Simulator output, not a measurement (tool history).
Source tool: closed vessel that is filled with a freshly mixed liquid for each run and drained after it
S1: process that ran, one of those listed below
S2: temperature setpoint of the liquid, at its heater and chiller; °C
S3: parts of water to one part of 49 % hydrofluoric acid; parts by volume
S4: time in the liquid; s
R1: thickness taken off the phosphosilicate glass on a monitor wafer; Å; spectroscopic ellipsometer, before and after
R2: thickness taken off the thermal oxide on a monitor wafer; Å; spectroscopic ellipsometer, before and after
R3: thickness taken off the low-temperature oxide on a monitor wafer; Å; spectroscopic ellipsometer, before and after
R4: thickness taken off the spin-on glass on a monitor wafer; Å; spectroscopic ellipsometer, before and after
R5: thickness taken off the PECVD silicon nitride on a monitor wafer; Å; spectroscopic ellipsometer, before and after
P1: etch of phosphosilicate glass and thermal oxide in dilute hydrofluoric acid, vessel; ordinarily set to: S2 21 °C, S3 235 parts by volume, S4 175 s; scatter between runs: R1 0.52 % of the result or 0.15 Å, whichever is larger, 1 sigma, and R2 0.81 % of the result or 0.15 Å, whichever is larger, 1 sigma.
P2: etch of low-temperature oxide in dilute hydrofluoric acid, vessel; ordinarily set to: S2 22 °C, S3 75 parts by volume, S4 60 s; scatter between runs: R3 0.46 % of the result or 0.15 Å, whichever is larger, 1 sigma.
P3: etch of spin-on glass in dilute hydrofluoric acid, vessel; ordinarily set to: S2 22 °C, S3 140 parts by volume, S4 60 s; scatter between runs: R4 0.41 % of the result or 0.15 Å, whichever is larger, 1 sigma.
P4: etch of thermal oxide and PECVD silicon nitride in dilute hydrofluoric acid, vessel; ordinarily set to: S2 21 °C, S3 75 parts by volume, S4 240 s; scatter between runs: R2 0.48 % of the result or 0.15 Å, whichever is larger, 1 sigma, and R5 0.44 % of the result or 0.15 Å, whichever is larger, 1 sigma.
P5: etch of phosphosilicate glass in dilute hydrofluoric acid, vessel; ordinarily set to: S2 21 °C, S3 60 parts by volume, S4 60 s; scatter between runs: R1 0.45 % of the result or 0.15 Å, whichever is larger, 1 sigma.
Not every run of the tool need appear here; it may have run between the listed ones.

run,day,S1,S2,S3,S4,R1,R2,R3,R4,R5
1,0.171,P1,21,235,175,585.7,27.231,,,
2,0.308,P1,21,235,175,583.13,26.634,,,
3,0.433,P1,17,235,175,501.18,22.659,,,
4,0.525,P2,22,75,60,,,122.8,,
5,0.621,P1,21,235,175,589,26.869,,,
6,0.754,P3,30,140,60,,,,142.75,
# day 0.833: hydrofluoric acid flow meter replaced
7,0.908,P1,21,235,175,585.35,26.6,,,
8,1.067,P2,17,75,60,,,100.83,,
9,1.158,P5,21,60,60,1408,,,,
10,1.292,P1,21,420,175,273.87,12.655,,,
11,1.379,P5,28.5,60,60,1913.6,,,,
12,1.542,P3,22,140,85,,,,148.7,
13,1.633,P5,21,60,60,1410.5,,,,
14,1.733,P1,21,235,175,579.24,26.534,,,
15,1.871,P3,22,200,60,,,,69.207,
16,2.042,P1,28.5,235,175,765.39,34.989,,,
17,2.208,P1,21,235,175,591.78,26.773,,,
18,2.358,P3,22,140,60,,,,105.56,
19,2.529,P4,21,75,455,,259.9,,,272.28
20,2.692,P2,22,75,30,,,62.136,,
21,2.842,P4,21,75,240,,138.4,,,142.3
22,3.017,P1,17,150,175,850.82,39.312,,,
23,3.162,P5,21,90,60,898.94,,,,
24,3.242,P1,21,235,330,1095.6,50.764,,,
25,3.4,P4,25,75,240,,162.04,,,186.51
26,3.483,P1,21,235,30,99.742,4.9241,,,
27,3.579,P2,22,75,60,,,121.89,,
28,3.683,P2,22,140,60,,,61.149,,
29,3.808,P4,21,135,240,,71.298,,,80.964
30,3.954,P5,21,60,105,2465.6,,,,
31,4.075,P1,21,235,175,581.06,26.988,,,
32,4.229,P1,21,90,175,1780.2,81.781,,,
33,4.379,P1,21,235,175,584.46,26.568,,,
34,4.533,P1,21,235,175,568.77,26.053,,,
35,4.683,P1,21,235,175,557.79,25.137,,,
36,4.838,P1,21,235,175,548.03,25.686,,,
37,4.95,P1,21,235,175,556.29,24.712,,,
38,5.117,P1,21,235,175,543.82,24.815,,,
39,5.242,P1,21,235,175,550.76,25.008,,,
40,5.35,P1,21,235,175,546.31,25.089,,,
41,5.475,P1,21,235,175,547.39,24.862,,,

P1 no longer gives what it gave before; its output has crept away from where it was. The following 2 causes, each at its listed size, fit the log equally well:
A: hydrofluoric acid flow below the setpoint (%) = 5.08
B: liquid colder than its thermometer reads (K) = 1.71
At approximately day 4.379, the process output began to creep.

The check runs listed below each take one wafer, and their results are still question marks. Under which run would the listed causes lead to clearly different results?
check 1,5.6,P3,29,140,60,,,,?,
check 2,5.6,P5,28,80,60,?,,,,
check 3,5.6,P2,17.5,130,60,,,?,,
check 4,5.6,P4,21,75,450,,?,,,?

How each check would come out, cause by cause:
check,result,if A,if B
check 1,R4,129.41,129.24
check 2,R1,1288.7,1277.4
check 3,R3,52.267,51.644
check 4,R2,243.2,239.7
check 4,R5,254.85,238.45
Minimum pairwise separation of causes per check, each pair taken at its best-separating result: check 1 0.14 %; check 2 0.88 %; check 3 1.2 %; check 4 6.65 %
The causes can be told apart only by check 4. The other checks would give nearly the same results under each of them.

Then check 4 was run and gave: R2 241.07 Å; R5 238.58 Å. Which cause is it?

It was cause B: liquid colder than its thermometer reads (K).
